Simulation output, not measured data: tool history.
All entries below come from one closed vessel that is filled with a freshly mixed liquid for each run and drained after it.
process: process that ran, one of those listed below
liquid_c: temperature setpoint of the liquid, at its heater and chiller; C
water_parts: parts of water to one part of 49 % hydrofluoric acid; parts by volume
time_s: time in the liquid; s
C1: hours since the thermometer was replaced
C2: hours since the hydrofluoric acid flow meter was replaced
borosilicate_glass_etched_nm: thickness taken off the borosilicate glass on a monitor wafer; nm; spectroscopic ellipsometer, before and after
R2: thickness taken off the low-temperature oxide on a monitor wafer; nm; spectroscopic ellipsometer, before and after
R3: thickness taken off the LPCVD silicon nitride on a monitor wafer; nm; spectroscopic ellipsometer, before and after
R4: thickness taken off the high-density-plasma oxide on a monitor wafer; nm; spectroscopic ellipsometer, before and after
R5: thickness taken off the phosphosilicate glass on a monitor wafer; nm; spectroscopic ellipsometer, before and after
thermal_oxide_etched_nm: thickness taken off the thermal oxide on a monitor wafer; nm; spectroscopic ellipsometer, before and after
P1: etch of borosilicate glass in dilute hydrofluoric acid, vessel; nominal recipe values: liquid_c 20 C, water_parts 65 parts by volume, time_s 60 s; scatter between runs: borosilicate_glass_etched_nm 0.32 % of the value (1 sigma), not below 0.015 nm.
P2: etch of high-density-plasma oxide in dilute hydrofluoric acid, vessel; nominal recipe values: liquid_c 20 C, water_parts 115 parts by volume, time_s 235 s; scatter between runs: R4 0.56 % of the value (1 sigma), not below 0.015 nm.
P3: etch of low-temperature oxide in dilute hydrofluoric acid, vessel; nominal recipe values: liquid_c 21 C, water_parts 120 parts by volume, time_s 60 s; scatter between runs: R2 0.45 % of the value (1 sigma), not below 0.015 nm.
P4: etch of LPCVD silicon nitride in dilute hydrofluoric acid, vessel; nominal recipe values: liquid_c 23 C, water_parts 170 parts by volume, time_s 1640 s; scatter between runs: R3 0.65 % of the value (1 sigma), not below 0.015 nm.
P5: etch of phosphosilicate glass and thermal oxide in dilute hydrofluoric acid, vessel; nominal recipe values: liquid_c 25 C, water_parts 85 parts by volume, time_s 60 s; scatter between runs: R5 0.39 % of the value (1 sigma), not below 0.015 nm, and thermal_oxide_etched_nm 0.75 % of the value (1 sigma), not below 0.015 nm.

Run 1, hour 5.9: process P1, liquid_c 20 C, water_parts 65 parts by volume, time_s 60 s; C1 967.6; C2 447.7. Result: borosilicate_glass_etched_nm 22.225 nm.
Run 2, hour 15.2: process P1, liquid_c 20 C, water_parts 35 parts by volume, time_s 60 s; C1 976.9; C2 457. Result: borosilicate_glass_etched_nm 42.962 nm.
Run 3, hour 24.9: process P3, liquid_c 21 C, water_parts 120 parts by volume, time_s 60 s; C1 986.6; C2 466.7. Result: R2 5.6987 nm.
Run 4, hour 32.3: process P4, liquid_c 23 C, water_parts 170 parts by volume, time_s 1640 s; C1 994; C2 474.1. Result: R3 4.1322 nm.
Run 5, hour 42.3: process P1, liquid_c 27.5 C, water_parts 40 parts by volume, time_s 60 s; C1 1004; C2 484.1. Result: borosilicate_glass_etched_nm 51.07 nm.
Run 6, hour 52.1: process P1, liquid_c 17 C, water_parts 65 parts by volume, time_s 60 s; C1 1013.8; C2 493.9. Result: borosilicate_glass_etched_nm 19.588 nm.
Run 7, hour 60: process P2, liquid_c 20 C, water_parts 205 parts by volume, time_s 235 s; C1 1021.7; C2 501.8. Result: R4 7.9464 nm.
Run 8, hour 71.5: process P3, liquid_c 21 C, water_parts 120 parts by volume, time_s 115 s; C1 1033.2; C2 513.3. Result: R2 10.872 nm.
Run 9, hour 80.6: process P1, liquid_c 20 C, water_parts 65 parts by volume, time_s 60 s; C1 1042.3; C2 522.4. Result: borosilicate_glass_etched_nm 22.248 nm.
Run 10, hour 88.1: process P3, liquid_c 17 C, water_parts 120 parts by volume, time_s 60 s; C1 1049.8; C2 529.9. Result: R2 4.8164 nm.
Run 11, hour 96: process P5, liquid_c 25 C, water_parts 85 parts by volume, time_s 60 s; C1 1057.7; C2 537.8. Result: R5 86.289 nm, thermal_oxide_etched_nm 3.5125 nm.
Run 12, hour 102.5: process P2, liquid_c 20 C, water_parts 115 parts by volume, time_s 65 s; C1 1064.2; C2 544.3. Result: R4 4.2691 nm.
Run 13, hour 113.1: process P4, liquid_c 23 C, water_parts 170 parts by volume, time_s 3160 s; C1 1074.8; C2 554.9. Result: R3 7.8949 nm.
Run 14, hour 122.4: process P1, liquid_c 20 C, water_parts 65 parts by volume, time_s 60 s; C1 1084.1; C2 564.2. Result: borosilicate_glass_etched_nm 22.333 nm.
Run 15, hour 132: process P4, liquid_c 23 C, water_parts 40 parts by volume, time_s 1640 s; C1 1093.7; C2 573.8. Result: R3 17.123 nm.
Run 16, hour 143.3: process P1, liquid_c 20 C, water_parts 90 parts by volume, time_s 60 s; C1 1105; C2 585.1. Result: borosilicate_glass_etched_nm 15.543 nm.
Run 17, hour 149.3: process P1, liquid_c 20 C, water_parts 65 parts by volume, time_s 90 s; C1 1111; C2 591.1. Result: borosilicate_glass_etched_nm 33.381 nm.
Run 18, hour 155.7: process P3, liquid_c 21 C, water_parts 55 parts by volume, time_s 60 s; C1 1117.4; C2 597.5. Result: R2 13.266 nm.
Run 19, hour 166.1: process P3, liquid_c 21 C, water_parts 120 parts by volume, time_s 60 s; C1 1127.8; C2 607.9. Result: R2 5.6308 nm.
Run 20, hour 172.4: process P1, liquid_c 20 C, water_parts 65 parts by volume, time_s 30 s; C1 1134.1; C2 614.2. Result: borosilicate_glass_etched_nm 11.179 nm.
Run 21, hour 183.3: process P2, liquid_c 17 C, water_parts 115 parts by volume, time_s 235 s; C1 1145; C2 625.1. Result: R4 13.672 nm.
Run 22, hour 191.7: process P5, liquid_c 25 C, water_parts 125 parts by volume, time_s 60 s; C1 1153.4; C2 633.5. Result: R5 55.642 nm, thermal_oxide_etched_nm 2.3015 nm.
Run 23, hour 196.9: process P5, liquid_c 25 C, water_parts 85 parts by volume, time_s 30 s; C1 1158.6; C2 638.7. Result: R5 42.852 nm, thermal_oxide_etched_nm 1.8039 nm.
Run 24, hour 202.5: process P1, liquid_c 20 C, water_parts 65 parts by volume, time_s 60 s; C1 1164.2; C2 644.3. Result: borosilicate_glass_etched_nm 22.183 nm.
Run 25, hour 213.9: process P2, liquid_c 20 C, water_parts 115 parts by volume, time_s 235 s; C1 1175.6; C2 655.7. Result: R4 15.288 nm.
Run 26, hour 221.9: process P2, liquid_c 20 C, water_parts 115 parts by volume, time_s 235 s; C1 1183.6; C2 663.7. Result: R4 15.394 nm.
Run 27, hour 232.8: process P4, liquid_c 31.5 C, water_parts 170 parts by volume, time_s 1640 s; C1 1194.5; C2 674.6. Result: R3 7.0648 nm.
Run 28, hour 241.8: process P5, liquid_c 17 C, water_parts 85 parts by volume, time_s 60 s; C1 1203.5; C2 683.6. Result: R5 61.538 nm, thermal_oxide_etched_nm 2.5334 nm.
Run 29, hour 251.4: process P1, liquid_c 28 C, water_parts 65 parts by volume, time_s 60 s; C1 1213.1; C2 693.2. Result: borosilicate_glass_etched_nm 30.801 nm.
Run 30, hour 259.9: process P5, liquid_c 25 C, water_parts 85 parts by volume, time_s 60 s; C1 1221.6; C2 701.7. Result: R5 85.866 nm, thermal_oxide_etched_nm 3.5488 nm.
Run 31, hour 268: process P1, liquid_c 20 C, water_parts 65 parts by volume, time_s 60 s; C1 1229.7; C2 709.8. Result: borosilicate_glass_etched_nm 22.118 nm.
Run 32, hour 275.7: process P1, liquid_c 20 C, water_parts 65 parts by volume, time_s 60 s; C1 1237.4; C2 717.5. Result: borosilicate_glass_etched_nm 21.82 nm.
Run 33, hour 283.4: process P1, liquid_c 20 C, water_parts 65 parts by volume, time_s 60 s; C1 1245.1; C2 725.2. Result: borosilicate_glass_etched_nm 21.547 nm.
Run 34, hour 291.1: process P1, liquid_c 20 C, water_parts 65 parts by volume, time_s 60 s; C1 1252.8; C2 732.9. Result: borosilicate_glass_etched_nm 21.383 nm.
Run 35, hour 299.8: process P1, liquid_c 20 C, water_parts 65 parts by volume, time_s 60 s; C1 1261.5; C2 741.6. Result: borosilicate_glass_etched_nm 21.2 nm.
Run 36, hour 308.4: process P1, liquid_c 20 C, water_parts 65 parts by volume, time_s 60 s; C1 1270.1; C2 750.2. Result: borosilicate_glass_etched_nm 20.992 nm.
Run 37, hour 319.4: process P1, liquid_c 20 C, water_parts 65 parts by volume, time_s 60 s; C1 1281.1; C2 761.2. Result: borosilicate_glass_etched_nm 20.928 nm.
Run 38, hour 330.6: process P1, liquid_c 20 C, water_parts 65 parts by volume, time_s 60 s; C1 1292.3; C2 772.4. Result: borosilicate_glass_etched_nm 20.905 nm.
Run 39, hour 340.1: process P1, liquid_c 20 C, water_parts 65 parts by volume, time_s 60 s; C1 1301.8; C2 781.9. Result: borosilicate_glass_etched_nm 20.753 nm.
Run 40, hour 349.8: process P1, liquid_c 20 C, water_parts 65 parts by volume, time_s 60 s; C1 1311.5; C2 791.6. Result: borosilicate_glass_etched_nm 20.702 nm.
Run 41, hour 359: process P1, liquid_c 20 C, water_parts 65 parts by volume, time_s 60 s; C1 1320.7; C2 800.8. Result: borosilicate_glass_etched_nm 20.745 nm.
Run 42, hour 369.1: process P1, liquid_c 20 C, water_parts 65 parts by volume, time_s 60 s; C1 1330.8; C2 810.9. Result: borosilicate_glass_etched_nm 20.79 nm.

The output of P1 has drifted from where it used to be. Each of the 2 causes below, taken at the size shown beside it, accounts for the log equally well:
A: liquid colder than its thermometer reads (K) = 1.66
B: hydrofluoric acid flow below the setpoint (%) = 6.29
At approximately hour 268, the process output began to creep.

The 4 check runs listed below each average the results of 2 wafers, and their outcomes are marked with question marks. Under which run would the listed causes produce clearly different results?
Run check 1, hour 379.2: process P2, liquid_c 17 C, water_parts 165 parts by volume, time_s 235 s. Result: R4 ?.
Run check 2, hour 379.2: process P3, liquid_c 21 C, water_parts 75 parts by volume, time_s 90 s. Result: R2 ?.
Run check 3, hour 379.2: process P4, liquid_c 30.5 C, water_parts 50 parts by volume, time_s 1640 s. Result: R3 ?.
Run check 4, hour 379.2: process P5, liquid_c 20 C, water_parts 110 parts by volume, time_s 60 s. Result: R5 ?, thermal_oxide_etched_nm ?.

If the cause were each of the candidates in turn, the checks would give the following:
  check                   result    if A    if B
check 1                       R4  8.4367  8.3743
check 2                       R2  13.376  13.354
check 3                       R3  20.294  21.183
check 4                       R5  49.171  48.938
check 4  thermal_oxide_etched_nm  2.0329  2.0233
How far apart the two closest causes lie, in the result that separates them most: check 1 0.74 %; check 2 0.17 %; check 3 4.29 %; check 4 0.47 %
Only check 3 tells the causes apart: in the others they would give nearly the same result.

Check 3 has now been run. It gave: R3 20.327 nm. Which of the candidate causes is it?

It is A: liquid colder than its thermometer reads (K).
